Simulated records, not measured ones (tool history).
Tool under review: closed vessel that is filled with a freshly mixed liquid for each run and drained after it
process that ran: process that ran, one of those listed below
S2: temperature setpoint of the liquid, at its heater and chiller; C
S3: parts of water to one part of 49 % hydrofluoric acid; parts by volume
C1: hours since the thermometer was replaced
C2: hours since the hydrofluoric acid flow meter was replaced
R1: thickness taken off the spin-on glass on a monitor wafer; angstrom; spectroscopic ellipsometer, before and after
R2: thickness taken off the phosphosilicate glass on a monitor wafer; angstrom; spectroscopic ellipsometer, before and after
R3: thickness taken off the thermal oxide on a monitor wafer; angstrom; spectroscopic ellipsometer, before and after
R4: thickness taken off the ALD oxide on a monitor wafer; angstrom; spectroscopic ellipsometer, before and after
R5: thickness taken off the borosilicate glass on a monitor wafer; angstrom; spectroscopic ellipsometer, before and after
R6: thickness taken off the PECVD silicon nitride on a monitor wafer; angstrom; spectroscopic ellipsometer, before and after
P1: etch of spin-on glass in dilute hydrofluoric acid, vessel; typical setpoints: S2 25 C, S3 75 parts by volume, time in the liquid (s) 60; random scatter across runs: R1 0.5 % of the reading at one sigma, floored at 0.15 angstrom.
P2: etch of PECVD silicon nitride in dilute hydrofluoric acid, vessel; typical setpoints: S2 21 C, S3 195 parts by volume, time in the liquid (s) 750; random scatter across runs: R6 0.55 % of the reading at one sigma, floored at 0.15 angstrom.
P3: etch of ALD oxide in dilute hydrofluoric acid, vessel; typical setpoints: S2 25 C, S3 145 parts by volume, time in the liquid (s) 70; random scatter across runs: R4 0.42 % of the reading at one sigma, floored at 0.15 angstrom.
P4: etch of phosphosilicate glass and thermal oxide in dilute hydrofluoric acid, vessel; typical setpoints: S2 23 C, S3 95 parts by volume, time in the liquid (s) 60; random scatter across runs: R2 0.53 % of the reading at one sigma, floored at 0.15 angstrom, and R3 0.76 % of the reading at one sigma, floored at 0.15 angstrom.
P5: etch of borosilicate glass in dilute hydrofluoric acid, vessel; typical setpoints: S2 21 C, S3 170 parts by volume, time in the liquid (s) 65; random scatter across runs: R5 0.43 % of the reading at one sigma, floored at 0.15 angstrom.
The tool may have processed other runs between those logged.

Run 1, day 0.35: process that ran P1, S2 25 C, S3 75 parts by volume, time in the liquid (s) 60; C1 400.1; C2 330.7. Result: R1 554.78 angstrom.
Run 2, day 0.746: process that ran P4, S2 23 C, S3 95 parts by volume, time in the liquid (s) 110; C1 409.6; C2 340.2. Result: R2 1022.8 angstrom, R3 56.94 angstrom.
Run 3, day 1.333: process that ran P3, S2 25 C, S3 145 parts by volume, time in the liquid (s) 70; C1 423.7; C2 354.3. Result: R4 107.99 angstrom.
Run 4, day 1.871: process that ran P1, S2 25 C, S3 75 parts by volume, time in the liquid (s) 115; C1 436.6; C2 367.2. Result: R1 1056.7 angstrom.
Run 5, day 2.258: process that ran P4, S2 23 C, S3 95 parts by volume, time in the liquid (s) 60; C1 445.9; C2 376.5. Result: R2 562.89 angstrom, R3 30.64 angstrom.
Run 6, day 2.671: process that ran P5, S2 17 C, S3 170 parts by volume, time in the liquid (s) 65; C1 455.8; C2 386.4. Result: R5 89.923 angstrom.
Run 7, day 2.962: process that ran P2, S2 21 C, S3 195 parts by volume, time in the liquid (s) 750; C1 462.8; C2 393.4. Result: R6 98.245 angstrom.
Run 8, day 3.338: process that ran P1, S2 20 C, S3 75 parts by volume, time in the liquid (s) 105; C1 471.8; C2 402.4. Result: R1 790.48 angstrom.
Run 9, day 3.654: process that ran P4, S2 23 C, S3 45 parts by volume, time in the liquid (s) 60; C1 479.4; C2 410. Result: R2 1256.5 angstrom, R3 69.703 angstrom.
Run 10, day 3.917: process that ran P1, S2 25 C, S3 25 parts by volume, time in the liquid (s) 60; C1 485.7; C2 416.3. Result: R1 1755.6 angstrom.
Run 11, day 4.183: process that ran P1, S2 31 C, S3 75 parts by volume, time in the liquid (s) 60; C1 492.1; C2 422.7. Result: R1 698.24 angstrom.
Run 12, day 4.667: process that ran P1, S2 25 C, S3 75 parts by volume, time in the liquid (s) 60; C1 503.7; C2 434.3. Result: R1 550.28 angstrom.
Run 13, day 5.238: process that ran P2, S2 28 C, S3 195 parts by volume, time in the liquid (s) 750; C1 517.4; C2 448. Result: R6 152.85 angstrom.
Run 14, day 5.675: process that ran P4, S2 23 C, S3 95 parts by volume, time in the liquid (s) 60; C1 527.9; C2 458.5. Result: R2 559.69 angstrom, R3 31.118 angstrom.
Run 15, day 5.938: process that ran P1, S2 25 C, S3 75 parts by volume, time in the liquid (s) 60; C1 534.2; C2 464.8. Result: R1 553.57 angstrom.
Run 16, day 6.371: process that ran P2, S2 21 C, S3 295 parts by volume, time in the liquid (s) 750; C1 544.6; C2 475.2. Result: R6 66.106 angstrom.
Run 17, day 6.633: process that ran P2, S2 21 C, S3 195 parts by volume, time in the liquid (s) 750; C1 550.9; C2 481.5. Result: R6 99.278 angstrom.
Run 18, day 7.042: process that ran P4, S2 17 C, S3 95 parts by volume, time in the liquid (s) 60; C1 560.7; C2 491.3. Result: R2 437.55 angstrom, R3 24.439 angstrom.
Run 19, day 7.354: process that ran P1, S2 18 C, S3 35 parts by volume, time in the liquid (s) 60; C1 568.2; C2 498.8. Result: R1 929.61 angstrom.
Run 20, day 7.675: process that ran P5, S2 21 C, S3 170 parts by volume, time in the liquid (s) 110; C1 575.9; C2 506.5. Result: R5 179.61 angstrom.
Run 21, day 7.983: process that ran P1, S2 17 C, S3 75 parts by volume, time in the liquid (s) 60; C1 583.3; C2 513.9. Result: R1 399.35 angstrom.
Run 22, day 8.546: process that ran P3, S2 25 C, S3 145 parts by volume, time in the liquid (s) 30; C1 596.8; C2 527.4. Result: R4 46.787 angstrom.
Run 23, day 8.85: process that ran P2, S2 21 C, S3 195 parts by volume, time in the liquid (s) 260; C1 604.1; C2 534.7. Result: R6 34.337 angstrom.
Run 24, day 9.388: process that ran P1, S2 25 C, S3 140 parts by volume, time in the liquid (s) 60; C1 617; C2 547.6. Result: R1 271.46 angstrom.
Run 25, day 9.983: process that ran P1, S2 25 C, S3 75 parts by volume, time in the liquid (s) 60; C1 631.3; C2 561.9. Result: R1 550.42 angstrom.
Run 26, day 10.354: process that ran P1, S2 25 C, S3 30 parts by volume, time in the liquid (s) 85; C1 640.2; C2 570.8. Result: R1 2075.7 angstrom.
Run 27, day 10.946: process that ran P3, S2 17 C, S3 145 parts by volume, time in the liquid (s) 70; C1 654.4; C2 585. Result: R4 79.399 angstrom.
Run 28, day 11.512: process that ran P1, S2 25 C, S3 75 parts by volume, time in the liquid (s) 30; C1 668; C2 598.6. Result: R1 275.85 angstrom.
Run 29, day 12.092: process that ran P5, S2 21 C, S3 170 parts by volume, time in the liquid (s) 65; C1 681.9; C2 612.5. Result: R5 105.14 angstrom.
Run 30, day 12.404: process that ran P5, S2 21 C, S3 305 parts by volume, time in the liquid (s) 65; C1 689.4; C2 620. Result: R5 51.922 angstrom.
Run 31, day 12.704: process that ran P3, S2 25 C, S3 85 parts by volume, time in the liquid (s) 70; C1 696.6; C2 627.2. Result: R4 197.42 angstrom.
Run 32, day 13.025: process that ran P1, S2 25 C, S3 75 parts by volume, time in the liquid (s) 60; C1 704.3; C2 634.9. Result: R1 553.77 angstrom.

Expected results for the next run?
Run 33, day 13.421: process that ran P1, S2 25 C, S3 75 parts by volume, time in the liquid (s) 60; C1 713.8; C2 644.4. Result: R1 ?.

R1: 540.43 angstrom
